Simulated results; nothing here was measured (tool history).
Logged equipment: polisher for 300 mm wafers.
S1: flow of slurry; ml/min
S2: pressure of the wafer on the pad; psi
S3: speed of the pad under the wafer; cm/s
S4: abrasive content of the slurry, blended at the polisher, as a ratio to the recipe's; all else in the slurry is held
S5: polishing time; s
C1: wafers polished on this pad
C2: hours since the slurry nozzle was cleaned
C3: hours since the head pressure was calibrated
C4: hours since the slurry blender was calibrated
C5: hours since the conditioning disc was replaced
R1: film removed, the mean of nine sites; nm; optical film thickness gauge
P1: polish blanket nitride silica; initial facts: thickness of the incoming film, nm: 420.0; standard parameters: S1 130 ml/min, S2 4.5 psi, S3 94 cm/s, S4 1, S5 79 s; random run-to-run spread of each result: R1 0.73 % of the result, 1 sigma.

run	hour	S1	S2	S3	S4	S5	C1	C2	C3	C4	C5	R1
1	6.1	130	4.5	94	1	79	622	72	567.4	78.4	43.5	51.99
2	10.9	130	4.5	94	1	36	653	76.8	572.2	83.2	48.3	23.364
3	15.9	130	4.5	94	1	121	686	81.8	577.2	88.2	53.3	78.11
4	22.1	130	6.5	94	1	79	726	88	583.4	94.4	59.5	73.718
5	25.4	130	2	94	1	79	748	91.3	586.7	97.7	62.8	22.911
6	28.6	175	4.5	134	1	79	768	94.5	589.9	100.9	66	71.221
7	33.9	130	4.5	128	1	79	803	99.8	595.2	106.2	71.3	65.989
8	38.2	130	4.5	94	1	79	831	104.1	599.5	110.5	75.6	50.875
9	41.7	130	4.5	94	1	79	854	107.6	603	114	79.1	51.489
10	47.5	130	4.5	94	1	79	892	113.4	608.8	119.8	84.9	51.036
# hour 51.8: conditioning disc replaced and pad reconditioned
11	52.3	130	4.5	94	1	79	923	118.2	613.6	124.6	0.6	50.813
12	56.3	195	4.5	94	1	79	949	122.2	617.6	128.6	4.6	54.58
13	59.7	130	4.5	94	1.3	79	971	125.6	621	132	8	57.23
14	64.2	80	4.5	94	1	79	1001	130.1	625.5	136.5	12.5	45.419
15	68.9	185	4.5	144	1	79	1031	134.8	630.2	141.2	17.2	77.41
16	74	130	4.5	94	0.5	79	1065	139.9	635.3	146.3	22.3	34.84
17	77.5	130	4.5	42	1	79	1088	143.4	638.8	149.8	25.8	26.794
18	82.7	130	4.5	94	1	79	1122	148.6	644	155	31	51.007
19	88.9	130	4.5	94	1	79	1162	154.8	650.2	161.2	37.2	49.449
20	94.3	130	4.5	94	1	79	1197	160.2	655.6	166.6	42.6	48.699
21	100.3	130	4.5	94	1	79	1236	166.2	661.6	172.6	48.6	48.164
22	107.1	130	4.5	94	1	79	1281	173	668.4	179.4	55.4	47.594
# hour 108.3: head pressure recalibrated
23	111.5	130	4.5	94	1	79	1310	177.4	3.2	183.8	59.8	48.094
24	117.9	130	4.5	94	1	79	1351	183.8	9.6	190.2	66.2	47.61
# hour 118.6: slurry nozzle cleaned
# hour 122.5: conditioning disc replaced and pad reconditioned
25	123.6	130	4.5	94	1	79	1389	5.1	15.3	195.9	1.1	47.049
26	127.1	130	4.5	94	1	79	1411	8.6	18.8	199.4	4.6	47.268
27	131.4	130	4.5	94	1	79	1440	12.9	23.1	203.7	8.9	47.203

Expected results for the next run?
28	137.5	130	4.5	94	1	79	1479	19	29.2	209.8	15	?

{"run 28": {"R1": 46.831}}
